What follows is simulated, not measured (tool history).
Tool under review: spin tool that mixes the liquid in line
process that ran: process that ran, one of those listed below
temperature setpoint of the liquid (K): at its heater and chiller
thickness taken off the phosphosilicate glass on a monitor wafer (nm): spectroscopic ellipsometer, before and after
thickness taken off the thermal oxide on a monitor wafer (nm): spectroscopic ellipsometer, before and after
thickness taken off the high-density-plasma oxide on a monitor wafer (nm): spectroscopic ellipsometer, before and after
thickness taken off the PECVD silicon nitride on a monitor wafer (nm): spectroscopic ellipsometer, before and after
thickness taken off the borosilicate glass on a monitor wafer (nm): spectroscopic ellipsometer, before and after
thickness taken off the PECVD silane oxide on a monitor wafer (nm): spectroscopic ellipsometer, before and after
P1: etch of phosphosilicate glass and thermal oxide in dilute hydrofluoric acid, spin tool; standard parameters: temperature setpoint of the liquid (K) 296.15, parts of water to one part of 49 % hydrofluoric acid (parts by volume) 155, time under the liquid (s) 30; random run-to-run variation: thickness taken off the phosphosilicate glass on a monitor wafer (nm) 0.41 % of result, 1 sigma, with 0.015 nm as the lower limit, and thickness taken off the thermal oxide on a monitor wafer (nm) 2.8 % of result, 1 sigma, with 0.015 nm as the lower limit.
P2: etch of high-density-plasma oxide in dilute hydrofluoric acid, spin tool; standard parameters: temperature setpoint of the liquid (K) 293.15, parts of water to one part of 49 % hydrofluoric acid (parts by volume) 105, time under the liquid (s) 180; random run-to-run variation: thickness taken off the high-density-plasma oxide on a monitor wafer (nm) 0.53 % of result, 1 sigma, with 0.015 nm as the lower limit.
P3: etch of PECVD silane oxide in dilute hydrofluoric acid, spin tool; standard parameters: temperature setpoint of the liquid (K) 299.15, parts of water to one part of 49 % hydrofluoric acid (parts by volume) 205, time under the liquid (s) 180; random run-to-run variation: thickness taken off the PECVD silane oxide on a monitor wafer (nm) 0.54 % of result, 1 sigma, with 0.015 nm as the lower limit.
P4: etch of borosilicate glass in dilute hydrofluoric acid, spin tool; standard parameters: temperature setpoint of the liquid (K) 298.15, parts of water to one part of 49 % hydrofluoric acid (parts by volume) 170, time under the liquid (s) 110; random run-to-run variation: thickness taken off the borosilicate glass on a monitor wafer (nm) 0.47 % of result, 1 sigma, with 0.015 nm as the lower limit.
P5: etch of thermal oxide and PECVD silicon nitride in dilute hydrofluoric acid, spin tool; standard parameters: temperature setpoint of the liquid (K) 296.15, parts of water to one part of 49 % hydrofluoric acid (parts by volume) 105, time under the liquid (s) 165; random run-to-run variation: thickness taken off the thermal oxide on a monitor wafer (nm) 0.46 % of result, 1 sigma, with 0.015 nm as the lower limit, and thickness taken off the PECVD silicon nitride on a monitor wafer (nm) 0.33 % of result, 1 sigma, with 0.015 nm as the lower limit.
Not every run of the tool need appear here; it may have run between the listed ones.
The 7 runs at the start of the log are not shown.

run   hour  process that ran  temperature setpoint of the liquid (K)  parts of water to one part of 49 % hydrofluoric acid (parts by volume)  time under the liquid (s)  hours since the thermometer was replaced  hours since the hydrofluoric acid flow meter was replaced  thickness taken off the phosphosilicate glass on a monitor wafer (nm)  thickness taken off the thermal oxide on a monitor wafer (nm)  thickness taken off the high-density-plasma oxide on a monitor wafer (nm)  thickness taken off the PECVD silicon nitride on a monitor wafer (nm)  thickness taken off the borosilicate glass on a monitor wafer (nm)  thickness taken off the PECVD silane oxide on a monitor wafer (nm)
  8   93.0                P5                                  296.15                                                                     105                         55                                     567.6                                                      792.2                                                                                                                               2.43350                                                                                                                                            2.1083
  9  100.2                P2                                  293.15                                                                     105                        180                                     574.8                                                      799.4                                                                                                                                                                                                           7.9847
 10  111.3                P1                                  290.15                                                                     155                         30                                     585.9                                                      810.5                                                                 27.160                                                        0.63800
 11  125.0                P4                                  291.65                                                                     170                        110                                     599.6                                                      824.2                                                                                                                                                                                                                                                                                                                                                      8.1695
 12  139.6                P1                                  296.15                                                                     155                         60                                     614.2                                                      838.8                                                                 68.748                                                        1.67000
 13  147.6                P3                                  303.15                                                                     205                        180                                     622.2                                                      846.8                                                                                                                                                                                                                                                                                                                                                                                                                          21.723
 14  154.9                P4                                  298.15                                                                     305                        110                                     629.5                                                      854.1                                                                                                                                                                                                                                                                                                                                                      5.1019
 15  167.6                P4                                  298.15                                                                     170                        110                                     642.2                                                      866.8                                                                                                                                                                                                                                                                                                                                                     10.5350
 16  176.5                P1                                  296.15                                                                     155                         30                                     651.1                                                      875.7                                                                 34.056                                                        0.91818
 17  192.2                P1                                  296.15                                                                     155                         30                                     666.8                                                      891.4                                                                 34.310                                                        0.81464
 18  199.1                P3                                  299.15                                                                     205                        180                                     673.7                                                      898.3                                                                                                                                                                                                                                                                                                                                                                                                                          19.103
 19  210.4                P3                                  299.15                                                                     205                        260                                     685.0                                                      909.6                                                                                                                                                                                                                                                                                                                                                                                                                          27.531
 20  219.6                P2                                  293.15                                                                     190                        180                                     694.2                                                      918.8                                                                                                                                                                                                           4.0704
 21  227.6                P1                                  304.15                                                                     155                         30                                     702.2                                                      926.8                                                                 45.904                                                        1.14680
 22  242.3                P4                                  298.15                                                                     170                         15                                     716.9                                                      941.5                                                                                                                                                                                                                                                                                                                                                      1.4229
 23  252.8                P2                                  293.15                                                                     105                        180                                     727.4                                                      952.0                                                                                                                                                                                                           8.0459
 24  262.9                P1                                  296.15                                                                     155                         30                                     737.5                                                      962.1                                                                 34.229                                                        0.86495
 25  275.9                P3                                  299.15                                                                     335                        180                                     750.5                                                      975.1                                                                                                                                                                                                                                                                                                                                                                                                                          10.138
 26  291.4                P2                                  293.15                                                                     105                         45                                     766.0                                                      990.6                                                                                                                                                                                                           1.9889
 27  301.0                P1                                  304.15                                                                     275                         30                                     775.6                                                     1000.2                                                                 22.262                                                        0.54316
 28  316.6                P1                                  296.15                                                                     155                         15                                     791.2                                                     1015.8                                                                 17.014                                                        0.41048
 29  327.6                P1                                  296.15                                                                      20                         30                                     802.2                                                     1026.8                                                                309.860                                                        8.10220
 30  336.8                P1                                  296.15                                                                     155                         30                                     811.4                                                     1036.0                                                                 34.431                                                        0.86530
 31  349.3                P1                                  296.15                                                                     155                         30                                     823.9                                                     1048.5                                                                 34.826                                                        0.86888

What will run 32 give?
 32  356.2                P1                                  296.15                                                                     155                         30                                     830.8                                                     1055.4                                                                      ?                                                              ?

Run 32 gave thickness taken off the phosphosilicate glass on a monitor wafer (nm) 35.382, thickness taken off the thermal oxide on a monitor wafer (nm) 0.92183.

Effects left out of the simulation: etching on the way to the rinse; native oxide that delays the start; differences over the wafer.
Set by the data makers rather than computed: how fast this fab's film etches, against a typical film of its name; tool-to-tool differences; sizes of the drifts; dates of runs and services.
